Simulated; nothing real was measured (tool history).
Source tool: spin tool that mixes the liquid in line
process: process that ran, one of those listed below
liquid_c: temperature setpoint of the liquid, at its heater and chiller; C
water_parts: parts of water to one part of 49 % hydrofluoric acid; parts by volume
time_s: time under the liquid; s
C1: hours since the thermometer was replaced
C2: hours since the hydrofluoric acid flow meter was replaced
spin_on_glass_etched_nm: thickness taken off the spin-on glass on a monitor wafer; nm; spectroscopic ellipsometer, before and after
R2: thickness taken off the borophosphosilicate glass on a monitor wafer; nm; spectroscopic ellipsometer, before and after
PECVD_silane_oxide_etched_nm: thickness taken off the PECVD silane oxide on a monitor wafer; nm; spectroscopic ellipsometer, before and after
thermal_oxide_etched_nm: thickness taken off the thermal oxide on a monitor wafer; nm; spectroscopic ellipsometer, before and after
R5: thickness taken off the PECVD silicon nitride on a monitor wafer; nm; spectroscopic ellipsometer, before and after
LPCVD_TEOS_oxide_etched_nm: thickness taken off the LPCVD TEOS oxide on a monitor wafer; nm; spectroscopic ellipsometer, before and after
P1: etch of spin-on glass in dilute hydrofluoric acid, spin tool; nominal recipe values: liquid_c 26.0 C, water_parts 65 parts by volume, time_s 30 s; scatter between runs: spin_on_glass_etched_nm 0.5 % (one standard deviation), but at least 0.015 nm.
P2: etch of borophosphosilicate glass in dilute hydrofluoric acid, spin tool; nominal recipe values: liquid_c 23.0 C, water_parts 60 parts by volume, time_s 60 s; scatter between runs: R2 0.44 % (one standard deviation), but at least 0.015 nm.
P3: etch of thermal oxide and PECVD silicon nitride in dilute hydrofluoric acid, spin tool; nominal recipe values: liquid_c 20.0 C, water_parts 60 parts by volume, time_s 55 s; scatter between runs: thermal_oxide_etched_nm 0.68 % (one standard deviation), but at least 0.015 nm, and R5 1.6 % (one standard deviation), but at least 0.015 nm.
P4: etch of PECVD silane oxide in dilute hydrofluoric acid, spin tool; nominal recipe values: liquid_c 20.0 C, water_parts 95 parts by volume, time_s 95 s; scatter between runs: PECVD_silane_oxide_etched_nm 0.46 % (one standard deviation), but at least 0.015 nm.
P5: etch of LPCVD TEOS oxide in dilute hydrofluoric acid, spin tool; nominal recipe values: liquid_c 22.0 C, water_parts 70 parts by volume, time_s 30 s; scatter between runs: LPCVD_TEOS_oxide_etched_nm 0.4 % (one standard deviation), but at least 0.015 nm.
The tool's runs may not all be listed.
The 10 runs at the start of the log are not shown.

Run 11, hour 111.6: process P1, liquid_c 26.0 C, water_parts 65 parts by volume, time_s 30 s; C1 1737.0; C2 1196.4. Result: spin_on_glass_etched_nm 22.697 nm.
Run 12, hour 122.9: process P3, liquid_c 17.0 C, water_parts 60 parts by volume, time_s 55 s; C1 1748.3; C2 1207.7. Result: thermal_oxide_etched_nm 3.6518 nm, R5 1.14270 nm.
Run 13, hour 135.5: process P4, liquid_c 26.0 C, water_parts 95 parts by volume, time_s 95 s; C1 1760.9; C2 1220.3. Result: PECVD_silane_oxide_etched_nm 32.276 nm.
Run 14, hour 143.1: process P1, liquid_c 26.0 C, water_parts 90 parts by volume, time_s 30 s; C1 1768.5; C2 1227.9. Result: spin_on_glass_etched_nm 15.827 nm.
Run 15, hour 150.8: process P1, liquid_c 26.0 C, water_parts 65 parts by volume, time_s 30 s; C1 1776.2; C2 1235.6. Result: spin_on_glass_etched_nm 22.599 nm.
Run 16, hour 158.9: process P5, liquid_c 28.0 C, water_parts 70 parts by volume, time_s 30 s; C1 1784.3; C2 1243.7. Result: LPCVD_TEOS_oxide_etched_nm 9.4996 nm.
Run 17, hour 165.2: process P1, liquid_c 31.0 C, water_parts 65 parts by volume, time_s 30 s; C1 1790.6; C2 1250.0. Result: spin_on_glass_etched_nm 27.531 nm.
Run 18, hour 177.8: process P4, liquid_c 20.0 C, water_parts 95 parts by volume, time_s 95 s; C1 1803.2; C2 1262.6. Result: PECVD_silane_oxide_etched_nm 25.055 nm.
Run 19, hour 184.8: process P1, liquid_c 26.0 C, water_parts 65 parts by volume, time_s 30 s; C1 1810.2; C2 1269.6. Result: spin_on_glass_etched_nm 22.434 nm.
Run 20, hour 192.4: process P5, liquid_c 22.0 C, water_parts 30 parts by volume, time_s 30 s; C1 1817.8; C2 1277.2. Result: LPCVD_TEOS_oxide_etched_nm 18.1500 nm.
Run 21, hour 198.8: process P2, liquid_c 23.0 C, water_parts 20 parts by volume, time_s 60 s; C1 1824.2; C2 1283.6. Result: R2 133.900 nm.
Run 22, hour 206.4: process P3, liquid_c 20.0 C, water_parts 60 parts by volume, time_s 95 s; C1 1831.8; C2 1291.2. Result: thermal_oxide_etched_nm 7.0911 nm, R5 2.42760 nm.
Run 23, hour 213.0: process P5, liquid_c 22.0 C, water_parts 70 parts by volume, time_s 30 s; C1 1838.4; C2 1297.8. Result: LPCVD_TEOS_oxide_etched_nm 7.4177 nm.

Forecast run 24:
Run 24, hour 218.6: process P4, liquid_c 20.0 C, water_parts 95 parts by volume, time_s 95 s; C1 1844.0; C2 1303.4. Result: PECVD_silane_oxide_etched_nm ?.

Run 24 gave PECVD_silane_oxide_etched_nm 25.417 nm.
